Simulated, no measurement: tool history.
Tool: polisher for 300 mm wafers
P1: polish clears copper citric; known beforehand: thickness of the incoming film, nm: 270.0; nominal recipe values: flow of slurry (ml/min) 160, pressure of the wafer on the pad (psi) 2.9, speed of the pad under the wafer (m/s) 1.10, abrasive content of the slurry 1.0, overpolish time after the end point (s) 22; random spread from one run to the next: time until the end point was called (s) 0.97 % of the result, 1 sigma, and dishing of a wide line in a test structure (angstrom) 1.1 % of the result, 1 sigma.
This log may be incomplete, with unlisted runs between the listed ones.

run   hour  flow of slurry (ml/min)  pressure of the wafer on the pad (psi)  speed of the pad under the wafer (m/s)  abrasive content of the slurry  overpolish time after the end point (s)  wafers polished on this pad  hours since the slurry nozzle was cleaned  hours since the head pressure was calibrated  hours since the slurry blender was calibrated  time until the end point was called (s)  dishing of a wide line in a test structure (angstrom)
  1    5.7                      160                                     2.9                                    1.10                             1.0                                       22                          370                                      275.5                                         480.6                                          229.9                                  108.840                                                 409.39
  2   15.1                      210                                     2.9                                    1.10                             1.0                                       40                          420                                      284.9                                         490.0                                          239.3                                  105.230                                                 679.69
  3   26.2                      225                                     2.9                                    1.10                             1.0                                       22                          479                                      296.0                                         501.1                                          250.4                                  104.400                                                 423.13
  4   34.7                      160                                     2.9                                    1.10                             1.0                                       22                          524                                      304.5                                         509.6                                          258.9                                  107.530                                                 416.05
  5   46.0                      160                                     2.9                                    1.10                             1.0                                       22                          584                                      315.8                                         520.9                                          270.2                                  111.220                                                 407.07
  6   56.2                      160                                     2.9                                    1.10                             1.0                                       22                          638                                      326.0                                         531.1                                          280.4                                  109.840                                                 397.40
  7   65.5                      160                                     2.9                                    1.10                             1.0                                       44                          688                                      335.3                                         540.4                                          289.7                                  106.360                                                 719.62
  8   76.1                      160                                     4.5                                    1.10                             1.0                                       22                          744                                      345.9                                         551.0                                          300.3                                   70.221                                                 607.95
  9   82.8                      160                                     2.9                                    1.10                             1.5                                       22                          780                                      352.6                                         557.7                                          307.0                                   99.847                                                 433.37
 10   93.1                      160                                     3.7                                    1.10                             1.0                                       33                          835                                      362.9                                         568.0                                          317.3                                   84.204                                                 699.52
 11  101.1                      160                                     2.9                                    1.10                             1.0                                       22                          877                                      370.9                                         576.0                                          325.3                                  109.370                                                 400.62
 12  106.9                      160                                     2.9                                    1.72                             1.0                                       22                          908                                      376.7                                         581.8                                          331.1                                   69.267                                                 580.97
 13  114.4                       95                                     2.9                                    1.10                             1.0                                       22                          948                                      384.2                                         589.3                                          338.6                                  120.900                                                 369.93
 14  123.8                      160                                     2.9                                    1.10                             1.0                                       22                          998                                      393.6                                         598.7                                          348.0                                  109.430                                                 398.48

What will run 15 give?
 15  135.1                      160                                     2.9                                    1.10                             0.6                                       22                         1058                                      404.9                                         610.0                                          359.3                                        ?                                                      ?

{"run 15": {"time until the end point was called (s)": 120.92, "dishing of a wide line in a test structure (angstrom)": 362.1}}
